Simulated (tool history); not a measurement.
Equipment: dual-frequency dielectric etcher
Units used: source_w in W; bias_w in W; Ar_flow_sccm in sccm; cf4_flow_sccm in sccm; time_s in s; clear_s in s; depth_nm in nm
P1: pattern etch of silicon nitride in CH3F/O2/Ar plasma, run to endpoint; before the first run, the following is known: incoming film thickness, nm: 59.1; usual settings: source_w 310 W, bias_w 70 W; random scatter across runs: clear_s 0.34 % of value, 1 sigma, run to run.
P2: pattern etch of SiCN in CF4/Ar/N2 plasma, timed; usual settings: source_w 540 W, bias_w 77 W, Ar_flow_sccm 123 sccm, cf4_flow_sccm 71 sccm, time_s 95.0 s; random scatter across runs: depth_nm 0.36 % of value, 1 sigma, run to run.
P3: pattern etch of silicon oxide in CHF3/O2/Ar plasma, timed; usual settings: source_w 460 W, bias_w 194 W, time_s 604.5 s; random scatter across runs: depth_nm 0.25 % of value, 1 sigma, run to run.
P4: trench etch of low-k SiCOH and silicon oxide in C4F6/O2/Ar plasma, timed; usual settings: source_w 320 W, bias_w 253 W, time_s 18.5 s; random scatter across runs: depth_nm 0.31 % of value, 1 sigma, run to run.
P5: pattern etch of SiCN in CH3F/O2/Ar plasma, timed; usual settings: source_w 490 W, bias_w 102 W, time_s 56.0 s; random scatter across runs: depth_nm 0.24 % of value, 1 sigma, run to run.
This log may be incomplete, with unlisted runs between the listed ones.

run    day  process  source_w  bias_w  Ar_flow_sccm  cf4_flow_sccm  time_s  clear_s  depth_nm
  1  0.146       P1       310      70                                        94.516
  2  0.317       P1       310      70                                        94.432
  3  0.562       P1       310      70                                        94.812
  4  0.862       P2       340      77           123             71    95.0             64.519
  5  1.067       P3       460     194                                905.5           1570.500
  6  1.212       P4       320     337                                 18.5             63.137
  7  1.488       P2       540      77           123             44    95.0             89.928
  8  1.733       P5       490     102                                 56.0             24.734
  9  1.883       P1       220      57                                       115.630
 10  2.100       P1       310      70                                        94.395
 11  2.367       P4       320     253                                 11.5             35.309
 12  2.525       P2       540      77           174             71    95.0             91.466
 13  2.725       P1       400      70                                        85.705
 14  3.008       P4       430     253                                 18.5             63.340
 15  3.175       P5       490     102                                 79.5             35.183
 16  3.379       P1       310      48                                       106.640
 17  3.600       P1       230      70                                       105.520
 18  3.771       P1       310      93                                        84.629
 19  4.075       P5       490      60                                 56.0             20.513
 20  4.246       P1       190      92                                       103.030
 21  4.488       P4       320     253                                 18.5             56.959
 22  4.767       P3       460     194                                604.5           1051.600
 23  5.038       P1       310      70                                        94.799
 24  5.308       P5       680     102                                 56.0             28.041
 25  5.567       P2       540      77           123             71    95.0             96.483
 26  5.817       P5       490     102                                 56.0             24.679
 27  6.100       P1       210      86                                       101.220
 28  6.346       P3       460     245                                604.5           1140.200
 29  6.517       P2       540      77           123             71    52.5             53.215
 30  6.800       P2       540      59           123             71    95.0             87.772
 31  7.062       P4       320     253                                 18.5             56.635
 32  7.242       P1       310      70                                        94.766
 33  7.496       P3       290     194                                604.5            882.360
 34  7.738       P1       310      70                                        94.457
 35  7.888       P1       310      70                                        94.506
 36  8.183       P1       310      70                                        93.767
 37  8.450       P1       310      70                                        92.917
     8.600  -- wet clean of the chamber
 38  8.708       P1       310      70                                        92.919
 39  8.958       P1       310      70                                        92.740
 40  9.154       P1       310      70                                        93.340
 41  9.358       P1       310      70                                        92.883
 42  9.538       P1       310      70                                        92.623
 43  9.808       P1       310      70                                        92.843

P1 has crept away from where it was. The log is fitted equally well by each of these 2 causes, at the sizes shown:
A: bias power that arrives over what is set, % = 4.98
B: source power that arrives over what is set, % = 4.59
Onset of the creep was near day 7.738.
Other possible causes, and why each is ruled out:
chamber walls in a state that raises the etch rate, %: was serviced at day 8.600, once the creep was under way, yet the earlier output never came back

4 check runs are offered, each on 2 wafers whose results are averaged, their results left as question marks. Which one tells the causes apart?
check 1  10.079       P5       490     102                                 56.0                  ?
check 2  10.079       P3       460     194                                604.5                  ?
check 3  10.079       P4       320     253                                 18.5                  ?
check 4  10.079       P2       540      77           123             71    95.0                  ?

How each check would come out, cause by cause:
  check    result      if A      if B
check 1  depth_nm    25.212    25.171
check 2  depth_nm  1067.300  1067.400
check 3  depth_nm    57.837    57.856
check 4  depth_nm    98.435   100.600
Smallest distance between any two causes, each pair judged by its most separating result, in per cent: check 1 0.16 %; check 2 0.01 %; check 3 0.03 %; check 4 2.18 %
Check 4 distinguishes between the causes, while the remaining checks would return nearly the same result for all of them.

Check 4 has now been run. It gave: depth_nm 98.476 nm. Which of the candidate causes is it?

It is A: bias power that arrives over what is set, %.

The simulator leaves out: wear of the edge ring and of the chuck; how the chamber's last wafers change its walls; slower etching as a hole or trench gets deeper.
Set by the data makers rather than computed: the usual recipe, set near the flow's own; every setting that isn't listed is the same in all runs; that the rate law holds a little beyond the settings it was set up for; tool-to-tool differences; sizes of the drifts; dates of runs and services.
